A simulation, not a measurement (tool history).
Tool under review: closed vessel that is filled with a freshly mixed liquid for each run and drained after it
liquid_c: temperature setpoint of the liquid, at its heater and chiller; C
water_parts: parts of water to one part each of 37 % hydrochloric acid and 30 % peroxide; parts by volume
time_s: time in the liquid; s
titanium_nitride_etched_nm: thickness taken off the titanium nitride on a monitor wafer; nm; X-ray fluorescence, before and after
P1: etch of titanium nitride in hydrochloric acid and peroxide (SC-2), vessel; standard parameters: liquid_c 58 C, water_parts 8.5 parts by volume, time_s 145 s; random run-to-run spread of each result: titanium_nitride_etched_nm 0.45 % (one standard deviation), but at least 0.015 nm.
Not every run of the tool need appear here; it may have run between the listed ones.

run,hour,liquid_c,water_parts,time_s,hours since the thermometer was replaced,hours since the chemicals flow meter was replaced,hours since the drum of peroxide was connected,titanium_nitride_etched_nm
1,8.5,58,8.5,145,321.3,259.4,220.3,6.04810
2,18.4,58,8.5,145,331.2,269.3,230.2,6.07220
3,29.5,58,8.5,145,342.3,280.4,241.3,6.07200
4,37.0,58,4.0,145,349.8,287.9,248.8,10.69900
5,42.6,58,4.0,30,355.4,293.5,254.4,2.19450
6,48.5,58,8.5,250,361.3,299.4,260.3,10.40200
7,55.3,71,4.0,145,368.1,306.2,267.1,23.60600
8,62.1,58,13.0,145,374.9,313.0,273.9,4.20720
9,67.3,58,8.5,145,380.1,318.2,279.1,6.12610
10,75.6,45,8.5,145,388.4,326.5,287.4,2.53570
11,86.8,58,8.5,145,399.6,337.7,298.6,6.00630
12,96.2,68,8.5,145,409.0,347.1,308.0,11.25200
13,104.4,58,8.5,145,417.2,355.3,316.2,6.04610
14,111.2,58,8.5,30,424.0,362.1,323.0,1.25700
15,117.3,58,13.5,30,430.1,368.2,329.1,0.82167
16,126.6,58,8.5,145,439.4,377.5,338.4,6.14060
17,136.2,58,8.5,145,449.0,387.1,348.0,5.83110
18,146.6,58,8.5,145,459.4,397.5,358.4,5.76210
19,157.7,58,8.5,145,470.5,408.6,369.5,5.69650
# hour 165.2: new drum of peroxide connected
20,168.0,58,8.5,145,480.8,418.9,2.9,5.64270
21,179.0,58,8.5,145,491.8,429.9,13.9,5.54410
22,188.4,58,8.5,145,501.2,439.3,23.3,5.57130
23,199.4,58,8.5,145,512.2,450.3,34.3,5.49720

Forecast run 24:
24,209.4,58,8.5,145,522.2,460.3,44.3,?

{"run 24": {"titanium_nitride_etched_nm": 5.5123}}
